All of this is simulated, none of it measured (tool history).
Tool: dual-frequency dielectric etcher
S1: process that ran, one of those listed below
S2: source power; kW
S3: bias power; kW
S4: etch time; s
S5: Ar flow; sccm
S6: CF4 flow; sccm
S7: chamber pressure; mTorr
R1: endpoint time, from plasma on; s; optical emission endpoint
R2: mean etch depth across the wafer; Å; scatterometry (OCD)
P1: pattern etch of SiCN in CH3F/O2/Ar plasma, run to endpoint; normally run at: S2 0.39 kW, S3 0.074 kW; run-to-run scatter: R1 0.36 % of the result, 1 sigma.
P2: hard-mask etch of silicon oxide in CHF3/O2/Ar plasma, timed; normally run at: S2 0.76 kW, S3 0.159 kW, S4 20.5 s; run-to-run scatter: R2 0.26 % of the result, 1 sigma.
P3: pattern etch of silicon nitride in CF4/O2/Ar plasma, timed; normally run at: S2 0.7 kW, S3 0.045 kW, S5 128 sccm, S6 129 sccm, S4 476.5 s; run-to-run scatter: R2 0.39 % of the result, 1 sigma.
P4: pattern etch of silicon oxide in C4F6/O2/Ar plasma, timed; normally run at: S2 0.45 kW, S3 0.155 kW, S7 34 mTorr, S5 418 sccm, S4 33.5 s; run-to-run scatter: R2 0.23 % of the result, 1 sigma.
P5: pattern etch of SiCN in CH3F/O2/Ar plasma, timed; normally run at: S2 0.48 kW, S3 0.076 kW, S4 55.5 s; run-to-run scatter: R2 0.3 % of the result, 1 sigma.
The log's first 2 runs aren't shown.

run 3 hour=36 | S1=P2 S2=0.59 S3=0.159 S4=20.5 | R2=393.81
run 4 hour=45.9 | S1=P2 S2=0.76 S3=0.159 S4=20.5 | R2=434.21
run 5 hour=64.7 | S1=P3 S2=0.7 S3=0.045 S4=476.5 S5=99 S6=129 | R2=12056
run 6 hour=73.5 | S1=P3 S2=0.7 S3=0.045 S4=476.5 S5=128 S6=181 | R2=12236
run 7 hour=82.3 | S1=P4 S2=0.45 S3=0.155 S4=33.5 S5=418 S7=34 | R2=988.71
run 8 hour=101.3 | S1=P3 S2=0.7 S3=0.045 S4=262 S5=128 S6=129 | R2=6417.4
run 9 hour=115.5 | S1=P1 S2=0.39 S3=0.074 | R1=26.78
run 10 hour=130.3 | S1=P4 S2=0.62 S3=0.155 S4=33.5 S5=418 S7=34 | R2=1116.9
run 11 hour=141.9 | S1=P2 S2=0.76 S3=0.159 S4=26.5 | R2=563.97
run 12 hour=160.5 | S1=P4 S2=0.45 S3=0.155 S4=33.5 S5=418 S7=42.5 | R2=961.69
run 13 hour=176.6 | S1=P5 S2=0.31 S3=0.076 S4=55.5 | R2=193.26
run 14 hour=195.1 | S1=P5 S2=0.48 S3=0.076 S4=55.5 | R2=227.39
run 15 hour=209.7 | S1=P3 S2=0.94 S3=0.045 S4=476.5 S5=128 S6=129 | R2=15140
run 16 hour=221.7 | S1=P3 S2=0.7 S3=0.045 S4=476.5 S5=128 S6=129 | R2=11642
run 17 hour=231.7 | S1=P2 S2=0.76 S3=0.216 S4=20.5 | R2=480.06
run 18 hour=246.1 | S1=P1 S2=0.39 S3=0.074 | R1=26.827
run 19 hour=260.3 | S1=P4 S2=0.45 S3=0.155 S4=18.5 S5=418 S7=34 | R2=543.03
run 20 hour=274.7 | S1=P1 S2=0.53 S3=0.074 | R1=23.987
run 21 hour=289.3 | S1=P1 S2=0.39 S3=0.104 | R1=23.803

Forecast run 22:
run 22 hour=306.8 | S1=P4 S2=0.45 S3=0.112 S4=33.5 S5=418 S7=34 | R2=?

Run 22 gave R2 894.5 Å.
